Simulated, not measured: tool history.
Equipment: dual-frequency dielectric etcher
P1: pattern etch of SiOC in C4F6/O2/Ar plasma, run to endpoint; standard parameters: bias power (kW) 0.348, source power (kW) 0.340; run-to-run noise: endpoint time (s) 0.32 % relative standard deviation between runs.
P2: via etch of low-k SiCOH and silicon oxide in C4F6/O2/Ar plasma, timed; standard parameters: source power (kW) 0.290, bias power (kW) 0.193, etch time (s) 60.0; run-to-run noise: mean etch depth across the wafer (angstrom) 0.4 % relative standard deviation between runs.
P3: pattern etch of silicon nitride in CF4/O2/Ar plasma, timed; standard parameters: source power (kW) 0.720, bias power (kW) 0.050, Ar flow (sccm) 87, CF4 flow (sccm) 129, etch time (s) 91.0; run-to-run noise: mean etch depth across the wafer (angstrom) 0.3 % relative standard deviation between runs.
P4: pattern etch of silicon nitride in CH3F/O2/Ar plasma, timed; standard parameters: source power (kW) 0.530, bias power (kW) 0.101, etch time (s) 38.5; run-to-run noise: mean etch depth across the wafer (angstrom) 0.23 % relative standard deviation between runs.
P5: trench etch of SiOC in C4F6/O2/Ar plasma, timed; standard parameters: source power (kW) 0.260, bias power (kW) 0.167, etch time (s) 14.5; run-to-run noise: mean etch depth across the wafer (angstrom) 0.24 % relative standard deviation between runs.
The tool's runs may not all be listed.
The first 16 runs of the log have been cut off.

run	day	process that ran	bias power (kW)	source power (kW)	etch time (s)	Ar flow (sccm)	CF4 flow (sccm)	endpoint time (s)	mean etch depth across the wafer (angstrom)
17	4.008	P3	0.059	0.720	91.0	87	129		2600.90
18	4.304	P1	0.348	0.340				19.404	
19	4.458	P2	0.193	0.290	89.5				2118.10
20	4.692	P3	0.050	0.450	91.0	87	129		1623.60
21	4.846	P1	0.284	0.340				20.779	
22	5.129	P1	0.348	0.340				19.394	
23	5.400	P1	0.348	0.340				19.480	
24	5.600	P2	0.229	0.290	60.0				1516.90
25	5.762	P1	0.348	0.270				21.182	
26	5.921	P5	0.213	0.260	14.5				268.78
27	6.188	P1	0.348	0.340				19.292	
# day 6.271: wet clean of the chamber
28	6.500	P1	0.457	0.260				19.325	
29	6.817	P1	0.472	0.340				17.341	
30	6.958	P1	0.348	0.430				17.824	
31	7.121	P4	0.101	0.530	38.5				343.51

Estimate the outcome of run 32 from the log above:
32	7.296	P1	0.348	0.340				?	

endpoint time (s): 19.483

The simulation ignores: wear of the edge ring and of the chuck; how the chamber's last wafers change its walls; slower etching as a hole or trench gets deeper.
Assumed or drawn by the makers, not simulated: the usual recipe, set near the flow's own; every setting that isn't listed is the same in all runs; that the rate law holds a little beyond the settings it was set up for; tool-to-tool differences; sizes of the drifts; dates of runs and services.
